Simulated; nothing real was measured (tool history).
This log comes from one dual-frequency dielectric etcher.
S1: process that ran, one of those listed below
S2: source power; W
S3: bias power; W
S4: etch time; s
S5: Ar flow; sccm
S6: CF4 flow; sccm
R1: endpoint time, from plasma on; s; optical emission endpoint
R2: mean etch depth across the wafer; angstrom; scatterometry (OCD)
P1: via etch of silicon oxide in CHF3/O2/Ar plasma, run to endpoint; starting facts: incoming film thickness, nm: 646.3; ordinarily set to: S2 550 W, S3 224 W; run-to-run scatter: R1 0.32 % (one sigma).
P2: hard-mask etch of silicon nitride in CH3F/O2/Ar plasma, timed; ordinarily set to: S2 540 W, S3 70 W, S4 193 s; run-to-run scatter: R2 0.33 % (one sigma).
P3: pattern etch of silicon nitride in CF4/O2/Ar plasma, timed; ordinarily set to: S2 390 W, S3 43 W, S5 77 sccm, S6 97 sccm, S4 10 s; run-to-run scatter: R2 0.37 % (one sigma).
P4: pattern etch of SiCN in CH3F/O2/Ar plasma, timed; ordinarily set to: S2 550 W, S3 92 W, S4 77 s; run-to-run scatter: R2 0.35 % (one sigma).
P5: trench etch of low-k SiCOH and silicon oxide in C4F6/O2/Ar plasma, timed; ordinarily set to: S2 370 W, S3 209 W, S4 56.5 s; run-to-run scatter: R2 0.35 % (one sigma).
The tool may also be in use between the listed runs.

run   hour  S1   S2   S3     S4  S5  S6      R1      R2
  1   11.3  P1  550  224                 311.53
  2   18.1  P4  330   92     77                  307.25
  3   31.6  P1  550  224                 310.33
  4   38.4  P1  430  224                 341.76
  5     49  P4  550   92    100                  487.37
  6     60  P3  390   43     10  47  97          155.94
  7   70.1  P3  390   43   14.5  77  97          215.04
  8   77.3  P2  360   70    193                  1238.3
  9     84  P4  550   92     77                   371.6
 10   93.4  P1  550  280                 285.68
 11  105.1  P4  550   92     77                  371.83
 12  115.4  P1  550  224                 309.42
 13  127.6  P3  390   43     10  77  75           144.1
 14  140.2  P1  550  224                 310.01
 15  149.1  P5  370  151   56.5                  1697.9
 16  161.1  P2  540   70  129.5                  975.55
 17  173.4  P3  390   43     10  77  97          147.43
 18    186  P3  390   58     10  77  97          166.19
 19  193.9  P1  550  224                 309.82
 20  200.2  P1  550  224                 308.59
 21    208  P1  680  181                 308.97
 22  218.4  P2  540   70    193                  1448.2
 23  224.6  P5  520  209   56.5                  2141.7
 24  231.5  P2  540   50    193                  1310.2
 25    242  P2  540   70    193                  1456.5
 26  251.2  P1  550  139                 364.55
 27  257.1  P1  750  224                 274.93
 28  269.9  P4  550   54     77                  310.52
 29  278.9  P5  370  209   56.5                  1868.3
 30    292  P3  280   43     10  77  97          111.42
 31  299.5  P5  370  209   41.5                  1383.4
 32  311.6  P1  550  224                 311.09
 33    323  P1  550  224                 314.63

What will run 34 give?
 34  331.6  P1  550  224               ?

R1: 313.76 s
